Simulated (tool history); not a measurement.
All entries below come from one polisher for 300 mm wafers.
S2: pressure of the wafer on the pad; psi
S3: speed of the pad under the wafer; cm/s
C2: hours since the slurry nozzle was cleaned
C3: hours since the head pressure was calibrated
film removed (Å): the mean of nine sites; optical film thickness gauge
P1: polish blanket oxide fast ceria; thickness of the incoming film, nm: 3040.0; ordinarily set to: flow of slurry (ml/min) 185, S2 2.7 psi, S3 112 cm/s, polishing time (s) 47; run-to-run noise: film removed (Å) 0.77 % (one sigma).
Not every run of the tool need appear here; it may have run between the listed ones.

{"run": 1, "hour": 4.5, "flow of slurry (ml/min)": 185, "S2": 2.7, "S3": 112, "polishing time (s)": 47, "wafers polished on this pad": 255, "C2": 187.9, "C3": 345.8, "film removed (Å)": 8390.9}
{"run": 2, "hour": 11.3, "flow of slurry (ml/min)": 185, "S2": 2.7, "S3": 162, "polishing time (s)": 47, "wafers polished on this pad": 346, "C2": 194.7, "C3": 352.6, "film removed (Å)": 12260}
{"run": 3, "hour": 16.3, "flow of slurry (ml/min)": 185, "S2": 2.7, "S3": 112, "polishing time (s)": 47, "wafers polished on this pad": 412, "C2": 199.7, "C3": 357.6, "film removed (Å)": 8406.9}
{"run": 4, "hour": 21.3, "flow of slurry (ml/min)": 115, "S2": 2.7, "S3": 112, "polishing time (s)": 26, "wafers polished on this pad": 479, "C2": 204.7, "C3": 362.6, "film removed (Å)": 4334.4}
{"run": 5, "hour": 28.8, "flow of slurry (ml/min)": 185, "S2": 2.7, "S3": 112, "polishing time (s)": 47, "wafers polished on this pad": 579, "C2": 212.2, "C3": 370.1, "film removed (Å)": 8541.4}
{"run": 6, "hour": 37.6, "flow of slurry (ml/min)": 185, "S2": 2.7, "S3": 112, "polishing time (s)": 47, "wafers polished on this pad": 696, "C2": 221, "C3": 378.9, "film removed (Å)": 8398.9}
{"run": 7, "hour": 44.9, "flow of slurry (ml/min)": 185, "S2": 2.7, "S3": 60, "polishing time (s)": 47, "wafers polished on this pad": 793, "C2": 228.3, "C3": 386.2, "film removed (Å)": 4534.6}
{"run": 8, "hour": 53.7, "flow of slurry (ml/min)": 185, "S2": 2.7, "S3": 112, "polishing time (s)": 47, "wafers polished on this pad": 910, "C2": 237.1, "C3": 395, "film removed (Å)": 8473.1}
{"run": 9, "hour": 62.2, "flow of slurry (ml/min)": 185, "S2": 2.7, "S3": 112, "polishing time (s)": 72, "wafers polished on this pad": 1023, "C2": 245.6, "C3": 403.5, "film removed (Å)": 12985}
{"run": 10, "hour": 67.9, "flow of slurry (ml/min)": 185, "S2": 1.6, "S3": 112, "polishing time (s)": 47, "wafers polished on this pad": 1099, "C2": 251.3, "C3": 409.2, "film removed (Å)": 5001.7}
{"run": 11, "hour": 77.1, "flow of slurry (ml/min)": 110, "S2": 2.7, "S3": 112, "polishing time (s)": 47, "wafers polished on this pad": 1221, "C2": 260.5, "C3": 418.4, "film removed (Å)": 7644.6}
{"run": 12, "hour": 83.9, "flow of slurry (ml/min)": 185, "S2": 2.7, "S3": 112, "polishing time (s)": 47, "wafers polished on this pad": 1311, "C2": 267.3, "C3": 425.2, "film removed (Å)": 8350.8}
{"run": 13, "hour": 93.4, "flow of slurry (ml/min)": 250, "S2": 2.7, "S3": 112, "polishing time (s)": 47, "wafers polished on this pad": 1438, "C2": 276.8, "C3": 434.7, "film removed (Å)": 8738.9}
{"run": 14, "hour": 98.0, "flow of slurry (ml/min)": 185, "S2": 4, "S3": 112, "polishing time (s)": 47, "wafers polished on this pad": 1499, "C2": 281.4, "C3": 439.3, "film removed (Å)": 12661}
{"run": 15, "hour": 103.4, "flow of slurry (ml/min)": 185, "S2": 2.7, "S3": 112, "polishing time (s)": 47, "wafers polished on this pad": 1571, "C2": 286.8, "C3": 444.7, "film removed (Å)": 8369.1}
{"run": 16, "hour": 108.7, "flow of slurry (ml/min)": 185, "S2": 2.7, "S3": 112, "polishing time (s)": 35, "wafers polished on this pad": 1641, "C2": 292.1, "C3": 450, "film removed (Å)": 6275.9}
{"run": 17, "hour": 116.7, "flow of slurry (ml/min)": 185, "S2": 2.7, "S3": 112, "polishing time (s)": 47, "wafers polished on this pad": 1747, "C2": 300.1, "C3": 458, "film removed (Å)": 8425.6}
{"run": 18, "hour": 126.4, "flow of slurry (ml/min)": 185, "S2": 2.7, "S3": 112, "polishing time (s)": 47, "wafers polished on this pad": 1876, "C2": 309.8, "C3": 467.7, "film removed (Å)": 8227}
{"run": 19, "hour": 132.7, "flow of slurry (ml/min)": 185, "S2": 2.7, "S3": 112, "polishing time (s)": 47, "wafers polished on this pad": 1960, "C2": 316.1, "C3": 474, "film removed (Å)": 8209.4}
{"run": 20, "hour": 138.4, "flow of slurry (ml/min)": 185, "S2": 2.7, "S3": 112, "polishing time (s)": 47, "wafers polished on this pad": 2036, "C2": 321.8, "C3": 479.7, "film removed (Å)": 8109.6}
{"run": 21, "hour": 143.7, "flow of slurry (ml/min)": 185, "S2": 2.7, "S3": 112, "polishing time (s)": 47, "wafers polished on this pad": 2107, "C2": 327.1, "C3": 485, "film removed (Å)": 8036.2}
{"run": 22, "hour": 148.9, "flow of slurry (ml/min)": 185, "S2": 2.7, "S3": 112, "polishing time (s)": 47, "wafers polished on this pad": 2176, "C2": 332.3, "C3": 490.2, "film removed (Å)": 7995.6}
{"hour": 154.3, "done": "worn pad replaced by a new one"}
{"run": 23, "hour": 156.2, "flow of slurry (ml/min)": 185, "S2": 2.7, "S3": 112, "polishing time (s)": 47, "wafers polished on this pad": 26, "C2": 339.6, "C3": 497.5, "film removed (Å)": 7977}
{"run": 24, "hour": 165.5, "flow of slurry (ml/min)": 185, "S2": 2.7, "S3": 112, "polishing time (s)": 47, "wafers polished on this pad": 150, "C2": 348.9, "C3": 506.8, "film removed (Å)": 7970.9}
{"run": 25, "hour": 170.7, "flow of slurry (ml/min)": 185, "S2": 2.7, "S3": 112, "polishing time (s)": 47, "wafers polished on this pad": 219, "C2": 354.1, "C3": 512, "film removed (Å)": 8017.2}
{"run": 26, "hour": 179.2, "flow of slurry (ml/min)": 185, "S2": 2.7, "S3": 112, "polishing time (s)": 47, "wafers polished on this pad": 332, "C2": 362.6, "C3": 520.5, "film removed (Å)": 7976.7}
{"run": 27, "hour": 187.0, "flow of slurry (ml/min)": 185, "S2": 2.7, "S3": 112, "polishing time (s)": 47, "wafers polished on this pad": 435, "C2": 370.4, "C3": 528.3, "film removed (Å)": 8108.2}

What P1 gives has crept off from where it sat before. The 2 causes that follow fit the log equally well, each at the size noted:
A: head's pressure below its setpoint, % = 5.61
B: slurry flow missing at the pad, % = 29
The onset of the drift is placed at about hour 116.7.
What rules out each remaining cause:
removal rate lost through wear of the pad, %: serviced at hour 154.3, which brought nothing back

Below are 4 check runs, each averaged over 3 wafers, with their results shown as question marks. Which of them would give clearly different results depending on which cause is behind the drift?
{"run": "check 1", "hour": 194.8, "flow of slurry (ml/min)": 185, "S2": 2.7, "S3": 156, "polishing time (s)": 36, "film removed (Å)": "?"}
{"run": "check 2", "hour": 194.8, "flow of slurry (ml/min)": 185, "S2": 3.7, "S3": 112, "polishing time (s)": 47, "film removed (Å)": "?"}
{"run": "check 3", "hour": 194.8, "flow of slurry (ml/min)": 185, "S2": 2.7, "S3": 82, "polishing time (s)": 47, "film removed (Å)": "?"}
{"run": "check 4", "hour": 194.8, "flow of slurry (ml/min)": 110, "S2": 2.7, "S3": 84, "polishing time (s)": 47, "film removed (Å)": "?"}

If the cause were each of the candidates in turn, the checks would give the following:
check=check_1 result=film_removed_(Å) if_A=8512.3 if_B=8512.1
check=check_2 result=film_removed_(Å) if_A=10934 if_B=10934
check=check_3 result=film_removed_(Å) if_A=5841.6 if_B=5841.4
check=check_4 result=film_removed_(Å) if_A=5438.5 if_B=5254.4
Per-check spread between the two closest causes, in the result where they differ most: check 1 0 %; check 2 0 %; check 3 0 %; check 4 3.45 %
Check 4 tells the causes apart: in the others they would give nearly the same result.

Check 4 has now been run. It gave: film removed (Å) 5228.2. Which of the candidate causes is it?

The cause is B: slurry flow missing at the pad, %.
